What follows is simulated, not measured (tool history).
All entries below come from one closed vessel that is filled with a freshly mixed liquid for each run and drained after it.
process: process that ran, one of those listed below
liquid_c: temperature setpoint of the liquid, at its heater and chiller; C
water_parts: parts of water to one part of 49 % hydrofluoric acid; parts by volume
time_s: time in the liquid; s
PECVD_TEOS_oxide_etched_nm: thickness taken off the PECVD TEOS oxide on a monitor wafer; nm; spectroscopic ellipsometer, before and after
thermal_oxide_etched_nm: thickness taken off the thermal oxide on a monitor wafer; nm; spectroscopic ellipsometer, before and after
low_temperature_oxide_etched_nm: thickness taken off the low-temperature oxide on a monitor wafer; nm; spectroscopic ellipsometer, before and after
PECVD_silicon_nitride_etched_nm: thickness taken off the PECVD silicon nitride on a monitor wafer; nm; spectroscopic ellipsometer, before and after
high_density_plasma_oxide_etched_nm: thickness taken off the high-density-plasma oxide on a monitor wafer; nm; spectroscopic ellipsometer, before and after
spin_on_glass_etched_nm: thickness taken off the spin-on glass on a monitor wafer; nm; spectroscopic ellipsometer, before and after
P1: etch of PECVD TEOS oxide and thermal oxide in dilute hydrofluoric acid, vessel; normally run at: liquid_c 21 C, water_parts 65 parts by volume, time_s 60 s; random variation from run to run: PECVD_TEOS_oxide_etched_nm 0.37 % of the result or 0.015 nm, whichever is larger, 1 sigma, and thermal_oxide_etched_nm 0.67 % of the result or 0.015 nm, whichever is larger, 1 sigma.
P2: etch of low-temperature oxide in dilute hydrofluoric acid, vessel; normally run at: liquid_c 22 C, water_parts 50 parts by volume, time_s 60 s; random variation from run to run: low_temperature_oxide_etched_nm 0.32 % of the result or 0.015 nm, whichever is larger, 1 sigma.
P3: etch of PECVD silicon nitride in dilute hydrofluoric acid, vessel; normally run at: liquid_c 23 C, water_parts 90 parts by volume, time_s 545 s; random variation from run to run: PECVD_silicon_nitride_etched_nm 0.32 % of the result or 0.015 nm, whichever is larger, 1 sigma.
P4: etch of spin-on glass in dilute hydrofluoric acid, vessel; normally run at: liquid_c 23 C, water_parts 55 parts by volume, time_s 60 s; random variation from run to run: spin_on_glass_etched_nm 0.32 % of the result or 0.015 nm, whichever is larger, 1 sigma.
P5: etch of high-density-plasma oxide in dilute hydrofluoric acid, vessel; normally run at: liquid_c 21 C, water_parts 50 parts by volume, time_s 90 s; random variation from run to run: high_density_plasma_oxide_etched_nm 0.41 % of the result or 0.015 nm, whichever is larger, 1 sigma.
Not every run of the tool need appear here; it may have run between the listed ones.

run,hour,process,liquid_c,water_parts,time_s,PECVD_TEOS_oxide_etched_nm,thermal_oxide_etched_nm,low_temperature_oxide_etched_nm,PECVD_silicon_nitride_etched_nm,high_density_plasma_oxide_etched_nm,spin_on_glass_etched_nm
1,9.7,P1,21,65,60,22.0320,4.1016,,,,
2,19.8,P2,22,75,60,,,27.615,,,
3,28.3,P1,21,65,60,21.9730,4.0885,,,,
4,40.2,P3,23,90,920,,,,45.595,,
5,50.1,P2,22,50,105,,,74.959,,,
6,56.6,P5,21,50,90,,,,,8.5015,
7,62.9,P3,23,90,545,,,,26.912,,
8,73.2,P5,27,50,90,,,,,10.8450,
9,81.2,P1,21,65,60,21.9690,4.0570,,,,
10,94.8,P5,21,50,35,,,,,3.2957,
11,106.1,P3,23,135,545,,,,18.130,,
12,114.4,P4,23,55,90,,,,,,73.082
13,123.8,P2,30,50,60,,,59.148,,,
14,134.6,P4,19,55,60,,,,,,41.063
15,147.4,P4,23,55,60,,,,,,48.506
16,159.2,P1,17,65,30,9.2984,1.7157,,,,
17,172.5,P1,17,65,60,18.4510,3.4369,,,,
18,183.2,P1,21,65,60,22.0090,4.0491,,,,
19,191.6,P1,21,65,30,11.0010,1.9989,,,,
20,198.1,P1,21,100,60,13.7710,2.5405,,,,
# hour 204.1: hydrofluoric acid flow meter replaced
21,209.0,P1,21,65,60,21.9170,4.0225,,,,
22,215.5,P1,29,65,60,30.3350,5.5769,,,,
23,221.6,P4,23,55,60,,,,,,48.457
24,234.7,P1,21,65,60,21.9070,4.0782,,,,
25,245.9,P1,21,40,60,37.0370,6.7692,,,,
26,256.0,P5,21,25,90,,,,,17.5440,
27,263.3,P4,23,95,60,,,,,,26.800
28,271.7,P1,21,65,95,35.0440,6.3795,,,,
29,280.1,P3,31,90,545,,,,44.757,,
30,289.0,P5,21,50,90,,,,,8.4605,
31,300.0,P2,22,50,60,,,42.504,,,
32,310.1,P1,21,65,60,22.1540,4.0238,,,,
33,317.0,P1,21,65,60,21.6930,4.0112,,,,
34,329.9,P1,21,65,60,21.0090,3.9027,,,,
35,339.8,P1,21,65,60,20.8510,3.7983,,,,
36,349.3,P1,21,65,60,20.5760,3.8131,,,,
37,357.6,P1,21,65,60,20.6140,3.7738,,,,
38,370.9,P1,21,65,60,20.3090,3.7500,,,,
39,380.2,P1,21,65,60,20.3890,3.7698,,,,
40,388.6,P1,21,65,60,20.4700,3.7825,,,,
41,399.2,P1,21,65,60,20.4030,3.7528,,,,

The log shows P1 creeping away from where it was. Any of the 2 causes listed here, at the size stated for it, fits the log just as well as the others:
A: liquid colder than its thermometer reads (K) = 1.78
B: hydrofluoric acid flow below the setpoint (%) = 6.68
The gradual shift began around hour 310.1.

Below are 4 check runs, each on a single wafer, with their results shown as question marks. Which of them would tell the listed causes apart, meaning the causes would give clearly different results under it?
check 1,409.8,P5,21,50,90,,,,,?,
check 2,409.8,P4,23,55,60,,,,,,?
check 3,409.8,P3,23,90,545,,,,?,,
check 4,409.8,P2,22,50,60,,,?,,,

How each check would come out, cause by cause:
check,result,if A,if B
check 1,high_density_plasma_oxide_etched_nm,7.8573,7.8729
check 2,spin_on_glass_etched_nm,45.035,45.028
check 3,PECVD_silicon_nitride_etched_nm,23.884,25.149
check 4,low_temperature_oxide_etched_nm,39.584,39.634
Distance between the nearest two causes, measured in the result of the check that separates them most: check 1 0.2 %; check 2 0.02 %; check 3 5.16 %; check 4 0.13 %
Only in check 3 would the causes give clearly different results; in the remaining checks their results would be nearly the same.

Check 3 was then run and gave: PECVD_silicon_nitride_etched_nm 23.836 nm. Which cause is it?

The cause is A: liquid colder than its thermometer reads (K).

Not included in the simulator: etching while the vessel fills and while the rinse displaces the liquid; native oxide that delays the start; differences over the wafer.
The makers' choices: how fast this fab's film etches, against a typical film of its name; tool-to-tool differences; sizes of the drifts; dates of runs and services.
